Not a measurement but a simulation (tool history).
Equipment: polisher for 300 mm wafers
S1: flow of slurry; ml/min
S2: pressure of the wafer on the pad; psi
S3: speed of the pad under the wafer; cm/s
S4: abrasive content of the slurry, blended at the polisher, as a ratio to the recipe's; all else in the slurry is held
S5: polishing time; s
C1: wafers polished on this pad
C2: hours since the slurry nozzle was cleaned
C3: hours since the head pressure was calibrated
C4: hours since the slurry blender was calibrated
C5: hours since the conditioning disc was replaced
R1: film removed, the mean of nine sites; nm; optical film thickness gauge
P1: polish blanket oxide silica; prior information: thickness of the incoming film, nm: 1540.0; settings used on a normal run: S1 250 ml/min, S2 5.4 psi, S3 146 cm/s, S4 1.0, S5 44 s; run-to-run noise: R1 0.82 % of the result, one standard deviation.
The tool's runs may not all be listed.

Run 1, hour 7.5: S1 250 ml/min, S2 5.4 psi, S3 146 cm/s, S4 1.0, S5 44 s; C1 499; C2 626.6; C3 431.0; C4 158.5; C5 46.3. Result: R1 257.350 nm.
Run 2, hour 19.5: S1 250 ml/min, S2 5.4 psi, S3 78 cm/s, S4 1.0, S5 44 s; C1 621; C2 638.6; C3 443.0; C4 170.5; C5 58.3. Result: R1 154.940 nm.
Run 3, hour 26.0: S1 250 ml/min, S2 5.4 psi, S3 146 cm/s, S4 1.0, S5 44 s; C1 687; C2 645.1; C3 449.5; C4 177.0; C5 64.8. Result: R1 257.590 nm.
At hour 30.6: head pressure recalibrated.
Run 4, hour 34.3: S1 250 ml/min, S2 5.4 psi, S3 146 cm/s, S4 1.0, S5 65 s; C1 771; C2 653.4; C3 3.7; C4 185.3; C5 73.1. Result: R1 376.900 nm.
Run 5, hour 48.3: S1 250 ml/min, S2 5.4 psi, S3 230 cm/s, S4 1.0, S5 44 s; C1 914; C2 667.4; C3 17.7; C4 199.3; C5 87.1. Result: R1 368.990 nm.
Run 6, hour 54.5: S1 150 ml/min, S2 5.4 psi, S3 146 cm/s, S4 1.0, S5 44 s; C1 977; C2 673.6; C3 23.9; C4 205.5; C5 93.3. Result: R1 237.710 nm.
Run 7, hour 61.0: S1 250 ml/min, S2 5.4 psi, S3 146 cm/s, S4 1.0, S5 44 s; C1 1043; C2 680.1; C3 30.4; C4 212.0; C5 99.8. Result: R1 256.720 nm.
Run 8, hour 68.1: S1 250 ml/min, S2 5.4 psi, S3 146 cm/s, S4 1.0, S5 44 s; C1 1115; C2 687.2; C3 37.5; C4 219.1; C5 106.9. Result: R1 255.690 nm.
Run 9, hour 74.3: S1 250 ml/min, S2 5.4 psi, S3 146 cm/s, S4 1.0, S5 44 s; C1 1178; C2 693.4; C3 43.7; C4 225.3; C5 113.1. Result: R1 256.690 nm.
Run 10, hour 80.6: S1 250 ml/min, S2 5.4 psi, S3 146 cm/s, S4 1.0, S5 44 s; C1 1242; C2 699.7; C3 50.0; C4 231.6; C5 119.4. Result: R1 255.970 nm.
Run 11, hour 90.8: S1 250 ml/min, S2 3.5 psi, S3 70 cm/s, S4 1.0, S5 44 s; C1 1346; C2 709.9; C3 60.2; C4 241.8; C5 129.6. Result: R1 92.184 nm.
Run 12, hour 101.7: S1 250 ml/min, S2 7.9 psi, S3 146 cm/s, S4 1.0, S5 44 s; C1 1457; C2 720.8; C3 71.1; C4 252.7; C5 140.5. Result: R1 372.280 nm.
Run 13, hour 110.8: S1 315 ml/min, S2 5.4 psi, S3 146 cm/s, S4 1.0, S5 44 s; C1 1550; C2 729.9; C3 80.2; C4 261.8; C5 149.6. Result: R1 259.640 nm.
Run 14, hour 119.6: S1 250 ml/min, S2 5.4 psi, S3 146 cm/s, S4 1.0, S5 23 s; C1 1639; C2 738.7; C3 89.0; C4 270.6; C5 158.4. Result: R1 133.390 nm.
Run 15, hour 127.4: S1 250 ml/min, S2 5.4 psi, S3 146 cm/s, S4 1.3, S5 44 s; C1 1719; C2 746.5; C3 96.8; C4 278.4; C5 166.2. Result: R1 286.340 nm.
Run 16, hour 141.1: S1 250 ml/min, S2 5.4 psi, S3 146 cm/s, S4 0.6, S5 44 s; C1 1858; C2 760.2; C3 110.5; C4 292.1; C5 179.9. Result: R1 192.040 nm.
Run 17, hour 152.8: S1 250 ml/min, S2 2.4 psi, S3 146 cm/s, S4 1.0, S5 44 s; C1 1977; C2 771.9; C3 122.2; C4 303.8; C5 191.6. Result: R1 114.490 nm.
Run 18, hour 160.1: S1 250 ml/min, S2 5.4 psi, S3 146 cm/s, S4 1.0, S5 44 s; C1 2051; C2 779.2; C3 129.5; C4 311.1; C5 198.9. Result: R1 254.070 nm.
Run 19, hour 169.5: S1 250 ml/min, S2 5.4 psi, S3 146 cm/s, S4 1.0, S5 44 s; C1 2147; C2 788.6; C3 138.9; C4 320.5; C5 208.3. Result: R1 237.740 nm.
Run 20, hour 178.3: S1 250 ml/min, S2 5.4 psi, S3 146 cm/s, S4 1.0, S5 44 s; C1 2236; C2 797.4; C3 147.7; C4 329.3; C5 217.1. Result: R1 235.140 nm.
Run 21, hour 186.0: S1 250 ml/min, S2 5.4 psi, S3 146 cm/s, S4 1.0, S5 44 s; C1 2315; C2 805.1; C3 155.4; C4 337.0; C5 224.8. Result: R1 230.910 nm.
Run 22, hour 196.7: S1 250 ml/min, S2 5.4 psi, S3 146 cm/s, S4 1.0, S5 44 s; C1 2424; C2 815.8; C3 166.1; C4 347.7; C5 235.5. Result: R1 226.000 nm.
At hour 198.1: slurry nozzle cleaned.
At hour 200.9: worn pad replaced by a new one.
At hour 202.3: conditioning disc replaced and pad reconditioned.
Run 23, hour 203.4: S1 250 ml/min, S2 5.4 psi, S3 146 cm/s, S4 1.0, S5 44 s; C1 25; C2 5.4; C3 172.8; C4 354.4; C5 1.2. Result: R1 225.070 nm.
Run 24, hour 210.2: S1 250 ml/min, S2 5.4 psi, S3 146 cm/s, S4 1.0, S5 44 s; C1 95; C2 12.2; C3 179.6; C4 361.2; C5 8.0. Result: R1 230.390 nm.
Run 25, hour 216.6: S1 250 ml/min, S2 5.4 psi, S3 146 cm/s, S4 1.0, S5 44 s; C1 160; C2 18.6; C3 186.0; C4 367.6; C5 14.4. Result: R1 228.090 nm.

What P1 gives has crept away from where it was. These 2 causes fit the log equally well, each at the size given:
A: abrasive missing from the slurry, % = 22.2
B: head's pressure below its setpoint, % = 11.5
The drift started at roughly hour 160.1.
Other possible causes, and why each is ruled out:
removal rate lost through wear of the pad, %: serviced after onset, at hour 200.9, with no recovery of the prior output
slurry flow missing at the pad, %: serviced after onset, at hour 198.1, with no recovery of the prior output
time polished since the conditioner stopped cutting, s: serviced after onset, at hour 202.3, with no recovery of the prior output

Which of the check runs below tells the causes apart, meaning the causes would give it clearly different results? Each run uses 5 wafers whose results are averaged, and each result is shown as a question mark.
Run check 1, hour 223.0: S1 150 ml/min, S2 5.4 psi, S3 146 cm/s, S4 1.00, S5 27 s. Result: R1 ?.
Run check 2, hour 223.0: S1 250 ml/min, S2 5.4 psi, S3 206 cm/s, S4 0.65, S5 44 s. Result: R1 ?.
Run check 3, hour 223.0: S1 250 ml/min, S2 7.6 psi, S3 146 cm/s, S4 1.00, S5 44 s. Result: R1 ?.
Run check 4, hour 223.0: S1 250 ml/min, S2 5.4 psi, S3 84 cm/s, S4 1.00, S5 44 s. Result: R1 ?.

How each check would come out, cause by cause:
  check  result     if A     if B
check 1      R1  129.160  129.130
check 2      R1  232.510  238.750
check 3      R1  317.640  317.570
check 4      R1  145.030  145.000
How far apart the two closest causes lie, in the result that separates them most: check 1 0.02 %; check 2 2.65 %; check 3 0.02 %; check 4 0.02 %
The other checks would show nearly matching results whichever cause is true, so check 2 is the only one that separates the causes.

Check 2 was carried out, with these results: R1 239.200 nm. Which of the listed causes is responsible?

B is the cause: head's pressure below its setpoint, %.
